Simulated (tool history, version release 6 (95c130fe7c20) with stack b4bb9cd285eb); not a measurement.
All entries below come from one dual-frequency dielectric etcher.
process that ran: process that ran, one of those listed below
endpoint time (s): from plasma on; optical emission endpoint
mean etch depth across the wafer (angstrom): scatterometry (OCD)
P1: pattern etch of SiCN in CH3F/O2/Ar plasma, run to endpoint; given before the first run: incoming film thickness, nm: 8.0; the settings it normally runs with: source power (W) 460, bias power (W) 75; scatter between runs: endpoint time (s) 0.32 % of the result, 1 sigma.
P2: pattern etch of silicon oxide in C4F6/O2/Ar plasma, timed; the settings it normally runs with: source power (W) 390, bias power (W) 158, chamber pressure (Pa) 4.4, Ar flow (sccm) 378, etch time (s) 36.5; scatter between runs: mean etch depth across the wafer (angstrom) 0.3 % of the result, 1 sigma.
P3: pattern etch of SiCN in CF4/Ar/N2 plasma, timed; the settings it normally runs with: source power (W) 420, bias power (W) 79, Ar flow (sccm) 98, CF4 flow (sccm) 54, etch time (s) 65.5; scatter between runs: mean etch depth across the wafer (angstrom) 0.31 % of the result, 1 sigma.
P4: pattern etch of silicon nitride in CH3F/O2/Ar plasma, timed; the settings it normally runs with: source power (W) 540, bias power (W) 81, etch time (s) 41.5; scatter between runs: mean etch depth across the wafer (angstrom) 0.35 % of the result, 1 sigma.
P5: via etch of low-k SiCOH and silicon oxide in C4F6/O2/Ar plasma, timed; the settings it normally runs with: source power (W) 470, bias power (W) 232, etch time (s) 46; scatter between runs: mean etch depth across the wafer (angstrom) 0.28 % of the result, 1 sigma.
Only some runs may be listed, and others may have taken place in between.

run     day  process that ran  source power (W)  bias power (W)  etch time (s)  Ar flow (sccm)  CF4 flow (sccm)  chamber pressure (Pa)  hours since the last wet clean  hours since the last source power generator calibration  hours since the last bias power generator calibration  endpoint time (s)  mean etch depth across the wafer (angstrom)
  1   0.404                P1               460              75                                                                                                  320.4                                                   1386.6                                                 2612.6             19.667
  2   0.867                P5               470             280             46                                                                                   331.5                                                   1397.7                                                 2623.7                                                          1437.9
  3   1.338                P1               610              75                                                                                                  342.8                                                     1409                                                   2635             17.817
  4   1.721                P3               420              55           65.5              98               54                                                    352                                                   1418.2                                                 2644.2                                                          463.19
  5   2.183                P2               390             158           36.5             378                                     4.4                           363.1                                                   1429.3                                                 2655.3                                                          1062.9
  6   2.933                P4               540              81             26                                                                                   381.1                                                   1447.3                                                 2673.3                                                          206.43
  7    3.65                P5               280             232             46                                                                                   398.3                                                   1464.5                                                 2690.5                                                          1112.1
  8    4.05                P4               540              51           41.5                                                                                   407.9                                                   1474.1                                                 2700.1                                                          283.43
  9   4.488                P2               390             108           36.5             378                                     4.4                           418.4                                                   1484.6                                                 2710.6                                                          951.43
 10   4.975                P5               470             232             26                                                                                   430.1                                                   1496.3                                                 2722.3                                                          769.97
 11    5.65                P2               390             158           36.5             378                                     5.2                           446.3                                                   1512.5                                                 2738.5                                                          1039.8
 12   6.054                P1               640              51                                                                                                    456                                                   1522.2                                                 2748.2             19.811
 13   6.775                P1               460              75                                                                                                  473.3                                                   1539.5                                                 2765.5              19.66
 14   7.312                P2               520             158           36.5             378                                     4.4                           486.2                                                   1552.4                                                 2778.4                                                          1186.5
 15   8.088                P3               310              79           65.5              98               54                                                  504.8                                                     1571                                                   2797                                                           403.4
 16   8.438                P1               460              97                                                                                                  513.2                                                   1579.4                                                 2805.4             17.919
 17   9.112                P1               310              98                                                                                                  529.4                                                   1595.6                                                 2821.6             20.647
 18   9.454                P4               720              81           41.5                                                                                   537.6                                                   1603.8                                                 2829.8                                                          368.14
 19  10.117                P3               420              79             36              98               54                                                  553.5                                                   1619.7                                                 2845.7                                                          289.61
 20  10.492                P4               540              81           41.5                                                                                   562.5                                                   1628.7                                                 2854.7                                                          333.22
 21  11.212                P5               470             232             46                                                                                   579.8                                                     1646                                                   2872                                                          1357.7
 22  11.842                P2               390             158             21             378                                     4.4                           594.9                                                   1661.1                                                 2887.1                                                          612.35
 23  12.188                P1               270              75                                                                                                  603.2                                                   1669.4                                                 2895.4             24.009
 24  12.954                P3               420              79           65.5              76               54                                                  621.6                                                   1687.8                                                 2913.8                                                          546.15
 25  13.396                P3               420              79           65.5              98               54                                                  632.2                                                   1698.4                                                 2924.4                                                          523.72
 26  13.842                P1               460              75                                                                                                  642.9                                                   1709.1                                                 2935.1             19.648
 27  14.588                P1               460              75                                                                                                  660.8                                                     1727                                                   2953             19.729
 28  15.246                P1               460              52                                                                                                  676.6                                                   1742.8                                                 2968.8             22.391
 29  15.983                P2               390             158           36.5             488                                     4.4                           694.3                                                   1760.5                                                 2986.5                                                          1026.6
 30  16.471                P2               390             158           36.5             378                                     4.4                             706                                                   1772.2                                                 2998.2                                                            1064
 31  17.071                P1               590              52                                                                                                  720.4                                                   1786.6                                                 3012.6             20.212
 32    17.8                P5               470             232             46                                                                                   737.9                                                   1804.1                                                 3030.1                                                          1363.8
 33  18.308                P3               420              79           65.5              98               65                                                  750.1                                                   1816.3                                                 3042.3                                                          540.08
 34  18.908                P1               460              75                                                                                                  764.5                                                   1830.7                                                 3056.7             19.667
 35  19.329                P1               460              75                                                                                                  774.6                                                   1840.8                                                 3066.8             19.627
 36  19.892                P1               460              75                                                                                                  788.1                                                   1854.3                                                 3080.3             19.386
 37  20.308                P1               460              75                                                                                                  798.1                                                   1864.3                                                 3090.3             19.307
 38  20.792                P1               460              75                                                                                                  809.7                                                   1875.9                                                 3101.9              19.52
 39  21.183                P1               460              75                                                                                                  819.1                                                   1885.3                                                 3111.3             19.344
     21.204  -- wet clean of the chamber
 40  21.567                P1               460              75                                                                                                    8.7                                                   1894.5                                                 3120.5             19.315
 41    22.1                P1               460              75                                                                                                   21.5                                                   1907.3                                                 3133.3             19.421
 42  22.471                P1               460              75                                                                                                   30.4                                                   1916.2                                                 3142.2             19.391

What P1 gives has crept away from where it was. These 2 causes fit the log equally well, each at the size given:
A: bias power that arrives over what is set, % = 4.61
B: source power that arrives over what is set, % = 4.34
The creep began at about day 18.908.
Other possible causes, and why each is ruled out:
chamber walls in a state that raises the etch rate, %: serviced at day 21.204, after the drift had started, without restoring the earlier output

You are offered 4 check runs, listed below with question marks in place of their results; each one averages 2 wafers. Which run separates the listed causes by giving clearly different results for each?
check 1  22.842                P4               710              81           41.5                                                                                                                                                                                                                                                                       ?
check 2  22.842                P5               470             232             30                                                                                                                                                                                                                                                                       ?
check 3  22.842                P2               390             109           36.5             378                                     4.4                                                                                                                                                                                                               ?
check 4  22.842                P3               420              67             36              98               54                                                                                                                                                                                                                                      ?

What every check run would give for each of its results, assuming each possible cause in turn:
  check                                       result    if A    if B
check 1  mean etch depth across the wafer (angstrom)  373.36  373.73
check 2  mean etch depth across the wafer (angstrom)  900.98   902.3
check 3  mean etch depth across the wafer (angstrom)  964.81  969.05
check 4  mean etch depth across the wafer (angstrom)  276.34  282.21
Gap, in per cent, between the two causes that each check separates least, read from the result that separates them most: check 1 0.1 %; check 2 0.15 %; check 3 0.44 %; check 4 2.1 %
Only check 4 tells the causes apart: in the others they would give nearly the same result.

Check 4 was carried out, with these results: mean etch depth across the wafer (angstrom) 281.77. Which of the listed causes is responsible?

It was cause B: source power that arrives over what is set, %.
